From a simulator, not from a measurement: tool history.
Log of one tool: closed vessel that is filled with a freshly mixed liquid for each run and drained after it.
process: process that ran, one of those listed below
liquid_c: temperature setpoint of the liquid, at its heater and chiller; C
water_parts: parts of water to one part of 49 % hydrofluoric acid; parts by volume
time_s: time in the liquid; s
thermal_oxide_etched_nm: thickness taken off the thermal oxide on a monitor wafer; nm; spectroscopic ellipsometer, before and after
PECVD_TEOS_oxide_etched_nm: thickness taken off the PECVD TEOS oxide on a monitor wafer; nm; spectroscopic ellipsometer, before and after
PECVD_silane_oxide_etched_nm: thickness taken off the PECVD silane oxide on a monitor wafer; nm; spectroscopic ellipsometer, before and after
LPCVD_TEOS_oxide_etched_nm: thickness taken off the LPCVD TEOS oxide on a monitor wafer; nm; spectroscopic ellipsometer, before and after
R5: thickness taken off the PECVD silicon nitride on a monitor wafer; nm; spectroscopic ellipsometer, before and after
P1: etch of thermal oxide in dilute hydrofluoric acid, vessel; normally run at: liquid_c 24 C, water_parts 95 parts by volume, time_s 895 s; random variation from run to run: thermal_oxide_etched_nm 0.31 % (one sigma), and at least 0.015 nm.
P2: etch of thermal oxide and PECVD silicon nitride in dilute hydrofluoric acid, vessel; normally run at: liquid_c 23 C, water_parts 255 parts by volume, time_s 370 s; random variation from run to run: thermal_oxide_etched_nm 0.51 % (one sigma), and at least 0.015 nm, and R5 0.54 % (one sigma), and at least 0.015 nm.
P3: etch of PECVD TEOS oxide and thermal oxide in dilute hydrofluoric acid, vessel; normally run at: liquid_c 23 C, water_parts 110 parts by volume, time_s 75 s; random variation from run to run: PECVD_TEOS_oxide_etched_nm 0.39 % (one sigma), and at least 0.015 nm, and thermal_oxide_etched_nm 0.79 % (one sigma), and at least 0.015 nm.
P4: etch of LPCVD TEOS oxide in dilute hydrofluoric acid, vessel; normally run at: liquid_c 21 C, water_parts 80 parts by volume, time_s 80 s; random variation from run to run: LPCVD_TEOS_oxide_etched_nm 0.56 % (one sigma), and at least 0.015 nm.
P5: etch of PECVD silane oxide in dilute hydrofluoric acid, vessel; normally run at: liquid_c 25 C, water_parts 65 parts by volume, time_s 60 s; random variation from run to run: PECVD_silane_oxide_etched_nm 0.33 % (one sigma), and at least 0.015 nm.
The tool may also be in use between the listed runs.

run 1 day=0.75 | process=P1 liquid_c=24 water_parts=95 time_s=895 | thermal_oxide_etched_nm=44.023
run 2 day=1.438 | process=P3 liquid_c=17.5 water_parts=110 time_s=75 | thermal_oxide_etched_nm=2.4048 PECVD_TEOS_oxide_etched_nm=4.9189
run 3 day=2.1 | process=P5 liquid_c=25 water_parts=85 time_s=60 | PECVD_silane_oxide_etched_nm=21.814
run 4 day=2.804 | process=P4 liquid_c=17 water_parts=80 time_s=80 | LPCVD_TEOS_oxide_etched_nm=12.708
run 5 day=3.508 | process=P3 liquid_c=23 water_parts=190 time_s=75 | thermal_oxide_etched_nm=1.6135 PECVD_TEOS_oxide_etched_nm=3.2135
run 6 day=4.05 | process=P1 liquid_c=18 water_parts=95 time_s=895 | thermal_oxide_etched_nm=34.347
run 7 day=4.408 | process=P1 liquid_c=24 water_parts=170 time_s=895 | thermal_oxide_etched_nm=22.435
run 8 day=5.096 | process=P5 liquid_c=25 water_parts=65 time_s=60 | PECVD_silane_oxide_etched_nm=29.076
run 9 day=5.742 | process=P1 liquid_c=24 water_parts=95 time_s=895 | thermal_oxide_etched_nm=43.876
run 10 day=6.446 | process=P1 liquid_c=24 water_parts=95 time_s=895 | thermal_oxide_etched_nm=43.903
run 11 day=7.029 | process=P1 liquid_c=24 water_parts=95 time_s=1550 | thermal_oxide_etched_nm=75.928
run 12 day=7.808 | process=P1 liquid_c=24 water_parts=45 time_s=895 | thermal_oxide_etched_nm=99.107
run 13 day=8.35 | process=P1 liquid_c=24 water_parts=95 time_s=895 | thermal_oxide_etched_nm=43.579
run 14 day=9.071 | process=P3 liquid_c=23 water_parts=110 time_s=75 | thermal_oxide_etched_nm=3.0455 PECVD_TEOS_oxide_etched_nm=6.0582
run 15 day=9.671 | process=P5 liquid_c=25 water_parts=65 time_s=60 | PECVD_silane_oxide_etched_nm=29.001
run 16 day=10.212 | process=P5 liquid_c=32 water_parts=65 time_s=60 | PECVD_silane_oxide_etched_nm=38.299
run 17 day=10.65 | process=P3 liquid_c=23 water_parts=110 time_s=115 | thermal_oxide_etched_nm=4.6072 PECVD_TEOS_oxide_etched_nm=9.3816
run 18 day=11.1 | process=P4 liquid_c=21 water_parts=80 time_s=30 | LPCVD_TEOS_oxide_etched_nm=5.7237
run 19 day=11.625 | process=P2 liquid_c=23 water_parts=435 time_s=370 | thermal_oxide_etched_nm=2.7346 R5=4.6124
run 20 day=12.333 | process=P1 liquid_c=31 water_parts=95 time_s=285 | thermal_oxide_etched_nm=18.262
run 21 day=13.092 | process=P1 liquid_c=30.5 water_parts=95 time_s=895 | thermal_oxide_etched_nm=56.481
run 22 day=13.846 | process=P1 liquid_c=24 water_parts=55 time_s=495 | thermal_oxide_etched_nm=44.14
run 23 day=14.458 | process=P2 liquid_c=17 water_parts=255 time_s=370 | thermal_oxide_etched_nm=4.441 R5=5.3076
run 24 day=14.867 | process=P5 liquid_c=25 water_parts=65 time_s=115 | PECVD_silane_oxide_etched_nm=55.938
run 25 day=15.242 | process=P1 liquid_c=24 water_parts=95 time_s=30 | thermal_oxide_etched_nm=1.4518
run 26 day=15.738 | process=P4 liquid_c=21 water_parts=80 time_s=80 | LPCVD_TEOS_oxide_etched_nm=15.123
run 27 day=16.433 | process=P4 liquid_c=21 water_parts=120 time_s=80 | LPCVD_TEOS_oxide_etched_nm=9.5554
run 28 day=16.983 | process=P2 liquid_c=23 water_parts=255 time_s=370 | thermal_oxide_etched_nm=5.484 R5=7.8864
run 29 day=17.433 | process=P2 liquid_c=23 water_parts=255 time_s=55 | thermal_oxide_etched_nm=0.80924 R5=1.1655
run 30 day=18.242 | process=P1 liquid_c=24 water_parts=95 time_s=895 | thermal_oxide_etched_nm=43.951
run 31 day=19.054 | process=P1 liquid_c=24 water_parts=95 time_s=895 | thermal_oxide_etched_nm=42.457
run 32 day=19.717 | process=P1 liquid_c=24 water_parts=95 time_s=895 | thermal_oxide_etched_nm=41.547
run 33 day=20.346 | process=P1 liquid_c=24 water_parts=95 time_s=895 | thermal_oxide_etched_nm=41.325
run 34 day=20.933 | process=P1 liquid_c=24 water_parts=95 time_s=895 | thermal_oxide_etched_nm=41.164
run 35 day=21.292 | process=P1 liquid_c=24 water_parts=95 time_s=895 | thermal_oxide_etched_nm=40.986
run 36 day=22.067 | process=P1 liquid_c=24 water_parts=95 time_s=895 | thermal_oxide_etched_nm=40.831
run 37 day=22.779 | process=P1 liquid_c=24 water_parts=95 time_s=895 | thermal_oxide_etched_nm=40.9
run 38 day=23.408 | process=P1 liquid_c=24 water_parts=95 time_s=895 | thermal_oxide_etched_nm=40.383
run 39 day=23.779 | process=P1 liquid_c=24 water_parts=95 time_s=895 | thermal_oxide_etched_nm=40.682
run 40 day=24.521 | process=P1 liquid_c=24 water_parts=95 time_s=895 | thermal_oxide_etched_nm=40.671

What P1 gives has crept away from where it was. These 2 causes fit the log equally well, each at the size given:
A: liquid colder than its thermometer reads (K) = 2.02
B: hydrofluoric acid flow below the setpoint (%) = 6.96
The creep began at about day 18.242.

4 check runs are offered, one wafer each, their results left as question marks. Which one tells the causes apart?
run check 1 day=25.262 | process=P4 liquid_c=21 water_parts=80 time_s=80 | LPCVD_TEOS_oxide_etched_nm=?
run check 2 day=25.262 | process=P5 liquid_c=25 water_parts=65 time_s=60 | PECVD_silane_oxide_etched_nm=?
run check 3 day=25.262 | process=P3 liquid_c=23 water_parts=110 time_s=75 | thermal_oxide_etched_nm=? PECVD_TEOS_oxide_etched_nm=?
run check 4 day=25.262 | process=P2 liquid_c=23 water_parts=255 time_s=370 | thermal_oxide_etched_nm=? R5=?

What each check would give under each cause:
check=check_1 result=LPCVD_TEOS_oxide_etched_nm if_A=13.919 if_B=13.988
check=check_2 result=PECVD_silane_oxide_etched_nm if_A=26.839 if_B=26.936
check=check_3 result=thermal_oxide_etched_nm if_A=2.7834 if_B=2.781
check=check_3 result=PECVD_TEOS_oxide_etched_nm if_A=5.6646 if_B=5.6596
check=check_4 result=thermal_oxide_etched_nm if_A=5.1089 if_B=5.0223
check=check_4 result=R5 if_A=6.9083 if_B=7.3106
How far apart the two closest causes lie, in the result that separates them most: check 1 0.5 %; check 2 0.36 %; check 3 0.09 %; check 4 5.66 %
Only check 4 tells the causes apart: in the others they would give nearly the same result.

Check 4 was then run and gave: thermal_oxide_etched_nm 5.0089 nm; R5 7.2424 nm. Which cause is it?

It is B: hydrofluoric acid flow below the setpoint (%).
